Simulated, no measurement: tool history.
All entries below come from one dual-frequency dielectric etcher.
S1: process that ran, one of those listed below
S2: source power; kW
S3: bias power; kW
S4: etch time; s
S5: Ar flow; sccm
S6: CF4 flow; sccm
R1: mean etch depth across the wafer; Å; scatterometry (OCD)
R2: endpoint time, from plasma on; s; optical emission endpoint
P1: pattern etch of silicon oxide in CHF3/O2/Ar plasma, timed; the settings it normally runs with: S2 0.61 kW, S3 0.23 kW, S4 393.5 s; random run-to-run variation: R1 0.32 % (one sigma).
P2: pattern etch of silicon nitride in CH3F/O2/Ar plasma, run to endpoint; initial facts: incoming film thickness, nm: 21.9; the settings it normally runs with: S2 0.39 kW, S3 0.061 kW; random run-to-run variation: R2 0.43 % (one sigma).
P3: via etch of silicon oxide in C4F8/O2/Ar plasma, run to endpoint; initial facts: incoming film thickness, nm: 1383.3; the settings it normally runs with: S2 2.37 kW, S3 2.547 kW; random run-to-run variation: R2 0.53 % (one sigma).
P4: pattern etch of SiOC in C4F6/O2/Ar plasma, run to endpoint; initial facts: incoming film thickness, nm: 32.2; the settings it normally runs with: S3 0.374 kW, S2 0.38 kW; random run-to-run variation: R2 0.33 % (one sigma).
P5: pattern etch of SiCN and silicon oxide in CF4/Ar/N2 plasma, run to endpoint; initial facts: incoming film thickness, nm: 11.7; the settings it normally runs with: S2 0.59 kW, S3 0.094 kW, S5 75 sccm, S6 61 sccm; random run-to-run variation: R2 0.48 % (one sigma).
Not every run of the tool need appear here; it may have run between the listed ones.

run	hour	S1	S2	S3	S4	S5	S6	R1	R2
1	7.8	P1	0.61	0.23	393.5			8282.7	
2	23.9	P1	0.61	0.23	393.5			8295.8	
3	33.6	P3	2.37	2.547					231.95
4	50.4	P1	0.75	0.269	393.5			9427.3	
5	60.1	P5	0.59	0.125		75	61		8.7576
6	68.5	P5	0.59	0.094		75	80		9.3223
7	80.3	P1	0.61	0.23	518			10970	
8	90.9	P4	0.46	0.374					11.078
9	107	P1	0.61	0.304	393.5			9151.6	
10	116.7	P2	0.39	0.036					38.493
11	133.4	P1	0.61	0.23	393.5			8277.7	
12	145.9	P1	0.49	0.296	393.5			8370.1	
13	161.6	P3	3.23	2.547					205.04
14	176.1	P5	0.59	0.094		103	61		10.156
15	189.3	P4	0.38	0.526					10.504
16	200.3	P2	0.48	0.061					30.625
17	213.7	P1	0.61	0.23	393.5			8290.6	
18	228.9	P1	0.36	0.23	393.5			6792	
19	239.1	P2	0.39	0.061					33.213
20	254.1	P1	0.61	0.23	216.5			4526.6	
21	262.7	P5	0.59	0.094		75	61		9.7281
22	275.8	P1	0.85	0.23	393.5			9390.3	
23	286.1	P3	2.37	1.607					265.8
24	295.1	P4	0.38	0.374					11.86
25	305.2	P1	0.61	0.162	393.5			7315.5	
26	317.6	P5	0.83	0.094		75	61		7.0904

Estimate the outcome of run 27 from the log above:
27	334.6	P1	0.61	0.23	393.5			?	

Logged for run 27: R1 8293 Å.
